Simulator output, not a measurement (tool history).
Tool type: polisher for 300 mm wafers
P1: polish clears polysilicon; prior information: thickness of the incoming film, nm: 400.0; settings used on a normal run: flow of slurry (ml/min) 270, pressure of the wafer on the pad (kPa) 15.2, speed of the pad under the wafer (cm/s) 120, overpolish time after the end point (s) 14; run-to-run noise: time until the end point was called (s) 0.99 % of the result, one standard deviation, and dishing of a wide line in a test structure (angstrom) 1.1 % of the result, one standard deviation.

run   hour  flow of slurry (ml/min)  pressure of the wafer on the pad (kPa)  speed of the pad under the wafer (cm/s)  overpolish time after the end point (s)  wafers polished on this pad  hours since the slurry nozzle was cleaned  hours since the head pressure was calibrated  time until the end point was called (s)  dishing of a wide line in a test structure (angstrom)
  1   12.7                      270                                    15.2                                      120                                       14                          285                                      464.1                                         242.3                                   31.281                                                 367.04
  2   25.2                      270                                    15.2                                      120                                       27                          381                                      476.6                                         254.8                                   31.362                                                 371.51
  3   30.7                      270                                     6.9                                      120                                       14                          423                                      482.1                                         260.3                                    69.29                                                 336.14
  4   41.6                      270                                    15.2                                       78                                       14                          507                                        493                                         271.2                                   48.899                                                 359.09
  5   52.5                      270                                    15.2                                      120                                       14                          591                                      503.9                                         282.1                                   31.061                                                 370.28
  6   63.2                      270                                    15.2                                      120                                       14                          673                                      514.6                                         292.8                                   31.773                                                 368.98
  7     69                      270                                    15.2                                      120                                       14                          718                                      520.4                                         298.6                                   31.287                                                 372.11
  8   78.2                      270                                    15.2                                      188                                       14                          788                                      529.6                                         307.8                                   20.088                                                 369.92
  9   85.2                      410                                    15.2                                      120                                       14                          842                                      536.6                                         314.8                                   30.206                                                 368.29
 10   96.7                      270                                    15.2                                      120                                        4                          931                                      548.1                                         326.3                                   30.941                                                 279.97
 11  109.3                      270                                    24.1                                      120                                       14                         1028                                      560.7                                         338.9                                   19.584                                                 374.94
 12  118.6                      270                                    23.4                                      120                                        5                         1099                                        570                                         348.2                                   20.372                                                 350.09
 13  124.3                      270                                    15.2                                      120                                       14                         1143                                      575.7                                         353.9                                   30.934                                                 365.55
 14  135.9                      160                                    15.2                                      120                                       14                         1232                                      587.3                                         365.5                                   33.443                                                 367.07

Forecast run 15:
 15  144.5                      270                                    15.2                                      120                                       14                         1298                                      595.9                                         374.1                                        ?                                                      ?

time until the end point was called (s): 31.602
dishing of a wide line in a test structure (angstrom): 375.75

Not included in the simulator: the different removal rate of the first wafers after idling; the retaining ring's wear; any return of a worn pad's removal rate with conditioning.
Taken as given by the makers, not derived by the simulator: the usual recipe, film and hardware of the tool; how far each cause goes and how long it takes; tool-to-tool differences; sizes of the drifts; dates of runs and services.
